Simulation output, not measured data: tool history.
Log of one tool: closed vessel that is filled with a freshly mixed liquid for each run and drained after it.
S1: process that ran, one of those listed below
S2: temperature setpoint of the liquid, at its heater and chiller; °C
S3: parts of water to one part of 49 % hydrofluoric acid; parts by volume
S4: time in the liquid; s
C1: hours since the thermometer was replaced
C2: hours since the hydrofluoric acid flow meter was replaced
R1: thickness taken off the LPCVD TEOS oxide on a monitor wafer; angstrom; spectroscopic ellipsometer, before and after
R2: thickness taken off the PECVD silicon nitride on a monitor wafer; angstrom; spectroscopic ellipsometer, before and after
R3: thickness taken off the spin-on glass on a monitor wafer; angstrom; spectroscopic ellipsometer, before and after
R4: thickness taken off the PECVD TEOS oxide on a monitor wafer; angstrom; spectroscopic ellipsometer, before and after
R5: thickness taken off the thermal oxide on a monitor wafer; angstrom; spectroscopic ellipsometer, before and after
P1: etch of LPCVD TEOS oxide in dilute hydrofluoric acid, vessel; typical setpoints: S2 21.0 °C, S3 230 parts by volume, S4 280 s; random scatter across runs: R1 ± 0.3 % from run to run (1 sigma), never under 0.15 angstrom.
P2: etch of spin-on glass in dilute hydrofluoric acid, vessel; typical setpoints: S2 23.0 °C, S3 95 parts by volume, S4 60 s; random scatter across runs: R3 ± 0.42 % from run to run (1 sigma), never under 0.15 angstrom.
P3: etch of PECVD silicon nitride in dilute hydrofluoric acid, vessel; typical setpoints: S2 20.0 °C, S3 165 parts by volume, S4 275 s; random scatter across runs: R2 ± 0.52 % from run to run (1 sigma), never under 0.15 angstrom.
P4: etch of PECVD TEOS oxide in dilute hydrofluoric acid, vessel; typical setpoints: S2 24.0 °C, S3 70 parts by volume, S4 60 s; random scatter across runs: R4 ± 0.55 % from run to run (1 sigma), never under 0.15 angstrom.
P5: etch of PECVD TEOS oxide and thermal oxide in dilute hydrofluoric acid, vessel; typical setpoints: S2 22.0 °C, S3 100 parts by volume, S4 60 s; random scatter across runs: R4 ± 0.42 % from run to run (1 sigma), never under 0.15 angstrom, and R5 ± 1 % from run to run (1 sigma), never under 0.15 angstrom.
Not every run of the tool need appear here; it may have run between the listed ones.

run 1 day=0.262 | S1=P1 S2=21.0 S3=230 S4=280 | C1=215.7 C2=265.9 | R1=328.06
run 2 day=0.604 | S1=P3 S2=20.0 S3=165 S4=275 | C1=223.9 C2=274.1 | R2=54.448
run 3 day=0.988 | S1=P2 S2=23.0 S3=45 S4=60 | C1=233.1 C2=283.3 | R3=495.95
run 4 day=1.288 | S1=P3 S2=20.0 S3=60 S4=275 | C1=240.3 C2=290.5 | R2=145.480
run 5 day=1.579 | S1=P3 S2=17.0 S3=165 S4=275 | C1=247.3 C2=297.5 | R2=44.545
run 6 day=2.075 | S1=P1 S2=21.0 S3=400 S4=280 | C1=259.2 C2=309.4 | R1=161.17
run 7 day=2.362 | S1=P4 S2=24.0 S3=70 S4=115 | C1=266.1 C2=316.3 | R4=389.510
run 8 day=2.729 | S1=P1 S2=21.0 S3=230 S4=280 | C1=274.9 C2=325.1 | R1=329.33
run 9 day=3.183 | S1=P5 S2=22.0 S3=100 S4=60 | C1=285.8 C2=336.0 | R4=94.876 R5=25.872
run 10 day=3.479 | S1=P1 S2=27.5 S3=230 S4=470 | C1=292.9 C2=343.1 | R1=698.71
run 11 day=3.796 | S1=P5 S2=22.0 S3=60 S4=60 | C1=300.5 C2=350.7 | R4=166.410 R5=45.345
run 12 day=4.088 | S1=P1 S2=17.0 S3=230 S4=280 | C1=307.5 C2=357.7 | R1=283.19
run 13 day=4.312 | S1=P5 S2=30.0 S3=100 S4=60 | C1=312.9 C2=363.1 | R4=130.890 R5=35.160
run 14 day=4.621 | S1=P1 S2=21.0 S3=135 S4=130 | C1=320.3 C2=370.5 | R1=286.61
run 15 day=4.942 | S1=P5 S2=22.0 S3=100 S4=120 | C1=328.0 C2=378.2 | R4=191.150 R5=51.872
run 16 day=5.358 | S1=P1 S2=21.0 S3=230 S4=280 | C1=338.0 C2=388.2 | R1=327.96
run 17 day=5.575 | S1=P1 S2=21.0 S3=230 S4=280 | C1=343.2 C2=393.4 | R1=328.84
run 18 day=5.962 | S1=P3 S2=20.0 S3=165 S4=90 | C1=352.5 C2=402.7 | R2=17.587
run 19 day=6.371 | S1=P2 S2=23.0 S3=95 S4=110 | C1=362.3 C2=412.5 | R3=405.94
run 20 day=6.746 | S1=P4 S2=24.0 S3=70 S4=60 | C1=371.3 C2=421.5 | R4=203.560
run 21 day=7.167 | S1=P1 S2=24.5 S3=230 S4=280 | C1=381.4 C2=431.6 | R1=375.02
run 22 day=7.608 | S1=P1 S2=21.0 S3=60 S4=280 | C1=392.0 C2=442.2 | R1=1510.00
run 23 day=7.879 | S1=P4 S2=24.0 S3=125 S4=60 | C1=398.5 C2=448.7 | R4=104.980
run 24 day=8.258 | S1=P1 S2=21.0 S3=230 S4=145 | C1=407.6 C2=457.8 | R1=170.73
run 25 day=8.700 | S1=P4 S2=24.0 S3=70 S4=60 | C1=418.2 C2=468.4 | R4=202.270
run 26 day=9.083 | S1=P1 S2=21.0 S3=230 S4=280 | C1=427.4 C2=477.6 | R1=328.03
run 27 day=9.296 | S1=P2 S2=30.0 S3=95 S4=60 | C1=432.5 C2=482.7 | R3=290.79
run 28 day=9.688 | S1=P1 S2=21.0 S3=230 S4=280 | C1=441.9 C2=492.1 | R1=327.56
run 29 day=10.058 | S1=P4 S2=29.5 S3=70 S4=60 | C1=450.8 C2=501.0 | R4=251.270
run 30 day=10.542 | S1=P1 S2=21.0 S3=230 S4=545 | C1=462.4 C2=512.6 | R1=640.66
run 31 day=10.875 | S1=P2 S2=23.0 S3=95 S4=60 | C1=470.4 C2=520.6 | R3=222.52
run 32 day=11.300 | S1=P1 S2=21.0 S3=230 S4=280 | C1=480.6 C2=530.8 | R1=327.03
run 33 day=11.725 | S1=P1 S2=21.0 S3=230 S4=280 | C1=490.8 C2=541.0 | R1=329.12
run 34 day=12.088 | S1=P1 S2=21.0 S3=230 S4=280 | C1=499.5 C2=549.7 | R1=339.53
run 35 day=12.346 | S1=P1 S2=21.0 S3=230 S4=280 | C1=505.7 C2=555.9 | R1=346.06
run 36 day=12.779 | S1=P1 S2=21.0 S3=230 S4=280 | C1=516.1 C2=566.3 | R1=353.32
run 37 day=13.167 | S1=P1 S2=21.0 S3=230 S4=280 | C1=525.4 C2=575.6 | R1=353.76
run 38 day=13.496 | S1=P1 S2=21.0 S3=230 S4=280 | C1=533.3 C2=583.5 | R1=353.38
run 39 day=13.954 | S1=P1 S2=21.0 S3=230 S4=280 | C1=544.3 C2=594.5 | R1=356.37

Compared with where it was, what P1 gives has crept away. Each cause listed below fits the log as well as the rest, at the size given for it:
A: hydrofluoric acid flow above the setpoint (%) = 6.77
B: liquid hotter than its thermometer reads (K) = 2.16
Onset of the creep was near day 11.725.

The check runs listed below each take one wafer, and their results are still question marks. Under which run would the listed causes lead to clearly different results?
run check 1 day=14.412 | S1=P2 S2=26.0 S3=95 S4=90 | R3=?
run check 2 day=14.412 | S1=P4 S2=27.0 S3=70 S4=105 | R4=?
run check 3 day=14.412 | S1=P3 S2=17.0 S3=165 S4=95 | R2=?
run check 4 day=14.412 | S1=P5 S2=30.0 S3=100 S4=80 | R4=? R5=?

Predicted outcomes, by check and by cause:
check=check_1 result=R3 if_A=401.57 if_B=405.70
check=check_2 result=R4 if_A=428.330 if_B=433.880
check=check_3 result=R2 if_A=16.320 if_B=17.731
check=check_4 result=R4 if_A=187.490 if_B=188.550
check=check_4 result=R5 if_A=50.662 if_B=50.950
Distance between the nearest two causes, measured in the result of the check that separates them most: check 1 1.02 %; check 2 1.29 %; check 3 8.29 %; check 4 0.57 %
The causes can be told apart only by check 3. The other checks would give nearly the same results under each of them.

Check 3 has now been run. It gave: R2 16.452 angstrom. Which of the candidate causes is it?

Of the candidate causes, it is A: hydrofluoric acid flow above the setpoint (%).
